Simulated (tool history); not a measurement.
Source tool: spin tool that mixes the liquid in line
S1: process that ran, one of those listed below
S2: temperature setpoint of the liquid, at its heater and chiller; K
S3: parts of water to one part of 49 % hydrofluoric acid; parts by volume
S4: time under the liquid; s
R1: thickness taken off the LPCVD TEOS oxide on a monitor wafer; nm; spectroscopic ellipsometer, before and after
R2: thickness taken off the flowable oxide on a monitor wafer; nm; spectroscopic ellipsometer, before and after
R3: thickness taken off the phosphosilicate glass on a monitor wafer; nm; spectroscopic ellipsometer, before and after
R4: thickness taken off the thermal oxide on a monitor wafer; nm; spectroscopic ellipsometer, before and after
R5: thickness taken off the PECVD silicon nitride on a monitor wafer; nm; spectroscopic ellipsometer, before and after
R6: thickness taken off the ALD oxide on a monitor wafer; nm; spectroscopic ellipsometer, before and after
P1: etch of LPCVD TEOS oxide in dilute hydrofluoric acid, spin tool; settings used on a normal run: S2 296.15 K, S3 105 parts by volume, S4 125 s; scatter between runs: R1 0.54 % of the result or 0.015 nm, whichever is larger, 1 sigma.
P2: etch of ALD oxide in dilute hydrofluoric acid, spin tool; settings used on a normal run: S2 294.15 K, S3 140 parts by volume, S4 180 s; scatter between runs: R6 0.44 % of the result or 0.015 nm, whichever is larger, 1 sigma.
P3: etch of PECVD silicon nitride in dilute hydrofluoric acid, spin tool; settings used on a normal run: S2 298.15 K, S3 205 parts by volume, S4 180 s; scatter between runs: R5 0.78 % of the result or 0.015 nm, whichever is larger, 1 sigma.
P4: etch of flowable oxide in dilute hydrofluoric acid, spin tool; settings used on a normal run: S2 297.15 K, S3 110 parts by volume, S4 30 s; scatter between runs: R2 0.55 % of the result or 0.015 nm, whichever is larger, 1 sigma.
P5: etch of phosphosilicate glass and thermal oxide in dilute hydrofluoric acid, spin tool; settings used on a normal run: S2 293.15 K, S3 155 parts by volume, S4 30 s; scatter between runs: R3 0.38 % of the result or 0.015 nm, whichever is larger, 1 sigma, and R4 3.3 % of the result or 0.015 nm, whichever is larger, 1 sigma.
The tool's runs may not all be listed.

run   hour  S1      S2   S3   S4       R1      R2       R3       R4       R5      R6
  1   14.4  P1  296.15  105  125   41.440
  2   31.2  P1  296.15   55  125   85.119
  3   41.3  P4  297.15  110   30           16.408
  4   55.1  P1  302.15  105  125   52.853
  5   66.8  P5  290.15  155   30                   15.7290  0.70615
  6   77.0  P1  290.15   40  125   91.909
  7   85.1  P3  293.65  205  180                                      2.6623
  8   99.9  P5  293.15  155   15                    8.8216  0.37351
  9  112.7  P1  290.15  105  125   32.492
 10  127.4  P2  294.15   75  180                                              35.169
 11  136.1  P1  296.15  105  125   41.508
 12  151.1  P3  298.15  205  275                                      5.4330
 13  163.9  P2  294.15  140  180                                              17.514
 14  175.1  P2  294.15  140  325                                              31.772
 15  184.1  P4  297.15  110   50           27.146
 16  200.8  P1  296.15  105   40   13.340
 17  210.9  P2  290.15  140  180                                              14.862
 18  219.3  P4  301.15  110   30           19.107
 19  227.9  P1  296.15  105  125   41.914
     232.4  -- hydrofluoric acid flow meter replaced
 20  240.5  P5  293.15  155   30                   17.7400  0.74362
 21  247.8  P4  297.15  110   30           16.296
 22  256.7  P1  296.15  105  125   41.933
 23  271.1  P4  297.15  165   30           10.176
 24  285.9  P3  298.15  205  180                                      3.5704
 25  299.9  P1  296.15   60  235  145.300
 26  314.2  P3  298.15  205  180                                      3.5280
     315.5  -- thermometer replaced
 27  322.3  P5  293.15  265   30                    9.3380  0.39485
 28  339.0  P3  298.15   55  180                                     12.7910
 29  350.1  P1  296.15  105  230   76.665
 30  360.2  P1  296.15  190  125   21.004
 31  374.0  P5  293.15  155   30                   17.7340  0.78601
 32  389.2  P1  296.15  105  125   41.393
 33  401.1  P1  296.15  105  125   40.997
 34  414.8  P1  296.15  105  125   40.042
 35  426.2  P1  296.15  105  125   40.410
 36  441.3  P1  296.15  105  125   39.735
 37  455.3  P1  296.15  105  125   39.711

The next listed run, before its measurement:
 38  464.1  P1  296.15  105  125   ?

Run 38 gave R1 39.587 nm.
